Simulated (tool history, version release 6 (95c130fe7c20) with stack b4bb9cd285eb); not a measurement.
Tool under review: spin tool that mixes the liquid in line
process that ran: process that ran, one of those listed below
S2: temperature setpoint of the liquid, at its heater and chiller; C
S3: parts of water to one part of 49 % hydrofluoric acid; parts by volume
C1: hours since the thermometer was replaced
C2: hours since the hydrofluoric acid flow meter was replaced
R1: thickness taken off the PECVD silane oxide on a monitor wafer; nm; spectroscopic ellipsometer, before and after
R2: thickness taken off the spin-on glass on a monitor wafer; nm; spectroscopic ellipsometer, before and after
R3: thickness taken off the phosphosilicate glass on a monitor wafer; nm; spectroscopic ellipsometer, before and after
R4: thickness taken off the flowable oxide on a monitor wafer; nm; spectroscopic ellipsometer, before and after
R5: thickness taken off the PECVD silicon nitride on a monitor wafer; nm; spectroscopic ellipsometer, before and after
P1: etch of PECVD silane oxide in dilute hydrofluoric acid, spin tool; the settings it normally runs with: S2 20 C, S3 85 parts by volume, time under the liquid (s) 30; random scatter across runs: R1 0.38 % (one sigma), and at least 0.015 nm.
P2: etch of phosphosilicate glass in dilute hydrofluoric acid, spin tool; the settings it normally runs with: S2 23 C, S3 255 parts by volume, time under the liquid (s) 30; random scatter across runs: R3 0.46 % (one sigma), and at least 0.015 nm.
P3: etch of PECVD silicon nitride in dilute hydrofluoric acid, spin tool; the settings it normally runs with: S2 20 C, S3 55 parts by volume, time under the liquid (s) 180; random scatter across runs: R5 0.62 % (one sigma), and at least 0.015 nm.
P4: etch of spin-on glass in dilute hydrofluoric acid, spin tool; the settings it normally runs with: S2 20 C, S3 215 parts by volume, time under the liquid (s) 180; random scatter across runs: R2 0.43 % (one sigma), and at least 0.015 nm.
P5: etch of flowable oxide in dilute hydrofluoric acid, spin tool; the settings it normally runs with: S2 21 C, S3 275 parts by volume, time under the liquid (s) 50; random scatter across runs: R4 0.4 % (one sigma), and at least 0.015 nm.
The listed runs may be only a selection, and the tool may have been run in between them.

{"run": 1, "hour": 8.1, "process that ran": "P1", "S2": 20, "S3": 85, "time under the liquid (s)": 30, "C1": 1911.1, "C2": 85, "R1": 8.6469}
{"run": 2, "hour": 14.6, "process that ran": "P4", "S2": 20, "S3": 215, "time under the liquid (s)": 25, "C1": 1917.6, "C2": 91.5, "R2": 3.3775}
{"run": 3, "hour": 22.8, "process that ran": "P2", "S2": 30, "S3": 255, "time under the liquid (s)": 30, "C1": 1925.8, "C2": 99.7, "R3": 24.295}
{"run": 4, "hour": 32.9, "process that ran": "P1", "S2": 25, "S3": 85, "time under the liquid (s)": 30, "C1": 1935.9, "C2": 109.8, "R1": 10.53}
{"run": 5, "hour": 40.5, "process that ran": "P1", "S2": 20, "S3": 85, "time under the liquid (s)": 30, "C1": 1943.5, "C2": 117.4, "R1": 8.6607}
{"run": 6, "hour": 53.8, "process that ran": "P5", "S2": 21, "S3": 275, "time under the liquid (s)": 15, "C1": 1956.8, "C2": 130.7, "R4": 2.793}
{"run": 7, "hour": 64.6, "process that ran": "P5", "S2": 21, "S3": 70, "time under the liquid (s)": 50, "C1": 1967.6, "C2": 141.5, "R4": 45.223}
{"run": 8, "hour": 73.1, "process that ran": "P1", "S2": 20, "S3": 145, "time under the liquid (s)": 30, "C1": 1976.1, "C2": 150, "R1": 4.7346}
{"run": 9, "hour": 84.6, "process that ran": "P1", "S2": 20, "S3": 85, "time under the liquid (s)": 30, "C1": 1987.6, "C2": 161.5, "R1": 8.6623}
{"run": 10, "hour": 92.3, "process that ran": "P5", "S2": 28.5, "S3": 275, "time under the liquid (s)": 50, "C1": 1995.3, "C2": 169.2, "R4": 12.148}
{"run": 11, "hour": 99.0, "process that ran": "P1", "S2": 17, "S3": 30, "time under the liquid (s)": 30, "C1": 2002, "C2": 175.9, "R1": 23.074}
{"run": 12, "hour": 108.0, "process that ran": "P1", "S2": 20, "S3": 85, "time under the liquid (s)": 50, "C1": 2011, "C2": 184.9, "R1": 14.371}
{"run": 13, "hour": 117.0, "process that ran": "P1", "S2": 17, "S3": 85, "time under the liquid (s)": 30, "C1": 2020, "C2": 193.9, "R1": 7.6045}
{"run": 14, "hour": 128.5, "process that ran": "P3", "S2": 26, "S3": 55, "time under the liquid (s)": 180, "C1": 2031.5, "C2": 205.4, "R5": 6.9976}
{"run": 15, "hour": 139.3, "process that ran": "P1", "S2": 20, "S3": 85, "time under the liquid (s)": 30, "C1": 2042.3, "C2": 216.2, "R1": 8.6375}
{"run": 16, "hour": 147.2, "process that ran": "P4", "S2": 20, "S3": 135, "time under the liquid (s)": 180, "C1": 2050.2, "C2": 224.1, "R2": 41.941}
{"run": 17, "hour": 156.6, "process that ran": "P2", "S2": 23, "S3": 55, "time under the liquid (s)": 30, "C1": 2059.6, "C2": 233.5, "R3": 109.11}
{"run": 18, "hour": 165.5, "process that ran": "P2", "S2": 23, "S3": 255, "time under the liquid (s)": 60, "C1": 2068.5, "C2": 242.4, "R3": 37.954}
{"run": 19, "hour": 171.3, "process that ran": "P5", "S2": 21, "S3": 275, "time under the liquid (s)": 50, "C1": 2074.3, "C2": 248.2, "R4": 9.2884}
{"run": 20, "hour": 181.5, "process that ran": "P3", "S2": 20, "S3": 55, "time under the liquid (s)": 55, "C1": 2084.5, "C2": 258.4, "R5": 1.4189}
{"run": 21, "hour": 188.3, "process that ran": "P1", "S2": 20, "S3": 85, "time under the liquid (s)": 15, "C1": 2091.3, "C2": 265.2, "R1": 4.3378}
{"run": 22, "hour": 197.4, "process that ran": "P2", "S2": 23, "S3": 255, "time under the liquid (s)": 30, "C1": 2100.4, "C2": 274.3, "R3": 18.997}
{"run": 23, "hour": 204.7, "process that ran": "P3", "S2": 20, "S3": 95, "time under the liquid (s)": 180, "C1": 2107.7, "C2": 281.6, "R5": 2.7416}
{"run": 24, "hour": 216.3, "process that ran": "P3", "S2": 20, "S3": 55, "time under the liquid (s)": 180, "C1": 2119.3, "C2": 293.2, "R5": 4.6439}
{"run": 25, "hour": 227.8, "process that ran": "P5", "S2": 21, "S3": 275, "time under the liquid (s)": 50, "C1": 2130.8, "C2": 304.7, "R4": 9.3356}
{"run": 26, "hour": 234.3, "process that ran": "P1", "S2": 20, "S3": 45, "time under the liquid (s)": 30, "C1": 2137.3, "C2": 311.2, "R1": 17.042}
{"run": 27, "hour": 247.1, "process that ran": "P4", "S2": 20, "S3": 215, "time under the liquid (s)": 180, "C1": 2150.1, "C2": 324, "R2": 24.167}
{"run": 28, "hour": 260.1, "process that ran": "P4", "S2": 17, "S3": 215, "time under the liquid (s)": 180, "C1": 2163.1, "C2": 337, "R2": 21.574}
{"run": 29, "hour": 269.3, "process that ran": "P1", "S2": 20, "S3": 85, "time under the liquid (s)": 30, "C1": 2172.3, "C2": 346.2, "R1": 8.6758}
{"run": 30, "hour": 277.6, "process that ran": "P1", "S2": 20, "S3": 85, "time under the liquid (s)": 30, "C1": 2180.6, "C2": 354.5, "R1": 8.84}
{"run": 31, "hour": 287.8, "process that ran": "P1", "S2": 20, "S3": 85, "time under the liquid (s)": 30, "C1": 2190.8, "C2": 364.7, "R1": 9.0317}
{"run": 32, "hour": 298.7, "process that ran": "P1", "S2": 20, "S3": 85, "time under the liquid (s)": 30, "C1": 2201.7, "C2": 375.6, "R1": 9.2046}
{"run": 33, "hour": 309.9, "process that ran": "P1", "S2": 20, "S3": 85, "time under the liquid (s)": 30, "C1": 2212.9, "C2": 386.8, "R1": 9.3213}
{"run": 34, "hour": 321.8, "process that ran": "P1", "S2": 20, "S3": 85, "time under the liquid (s)": 30, "C1": 2224.8, "C2": 398.7, "R1": 9.2958}
{"run": 35, "hour": 328.8, "process that ran": "P1", "S2": 20, "S3": 85, "time under the liquid (s)": 30, "C1": 2231.8, "C2": 405.7, "R1": 9.4366}
{"run": 36, "hour": 339.9, "process that ran": "P1", "S2": 20, "S3": 85, "time under the liquid (s)": 30, "C1": 2242.9, "C2": 416.8, "R1": 9.515}
{"run": 37, "hour": 347.9, "process that ran": "P1", "S2": 20, "S3": 85, "time under the liquid (s)": 30, "C1": 2250.9, "C2": 424.8, "R1": 9.4285}
{"run": 38, "hour": 360.4, "process that ran": "P1", "S2": 20, "S3": 85, "time under the liquid (s)": 30, "C1": 2263.4, "C2": 437.3, "R1": 9.5688}
{"run": 39, "hour": 372.8, "process that ran": "P1", "S2": 20, "S3": 85, "time under the liquid (s)": 30, "C1": 2275.8, "C2": 449.7, "R1": 9.5055}
{"run": 40, "hour": 378.8, "process that ran": "P1", "S2": 20, "S3": 85, "time under the liquid (s)": 30, "C1": 2281.8, "C2": 455.7, "R1": 9.5443}

P1 has crept away from where it was. The log is fitted equally well by each of these 2 causes, at the sizes shown:
A: liquid hotter than its thermometer reads (K) = 2.42
B: hydrofluoric acid flow above the setpoint (%) = 9.49
The gradual shift began around hour 269.3.

Of the 4 check runs listed below, each run on one wafer and each result written as a question mark, which would let you distinguish the listed causes because they would give clearly different results?
{"run": "check 1", "hour": 384.8, "process that ran": "P2", "S2": 23, "S3": 105, "time under the liquid (s)": 60, "R3": "?"}
{"run": "check 2", "hour": 384.8, "process that ran": "P4", "S2": 20, "S3": 150, "time under the liquid (s)": 35, "R2": "?"}
{"run": "check 3", "hour": 384.8, "process that ran": "P3", "S2": 20, "S3": 55, "time under the liquid (s)": 95, "R5": "?"}
{"run": "check 4", "hour": 384.8, "process that ran": "P5", "S2": 21, "S3": 75, "time under the liquid (s)": 15, "R4": "?"}

Expected result of each check under each candidate cause:
check=check_1 result=R3 if_A=119.34 if_B=120.09
check=check_2 result=R2 if_A=7.9218 if_B=7.9946
check=check_3 result=R5 if_A=2.8906 if_B=2.6738
check=check_4 result=R4 if_A=13.96 if_B=13.95
Distance between the nearest two causes, measured in the result of the check that separates them most: check 1 0.62 %; check 2 0.92 %; check 3 7.8 %; check 4 0.08 %
Check 3 tells the causes apart: in the others they would give nearly the same result.

Running check 3 produced the following: R5 2.8895 nm. Which one of the listed causes fits?

A is the cause: liquid hotter than its thermometer reads (K).
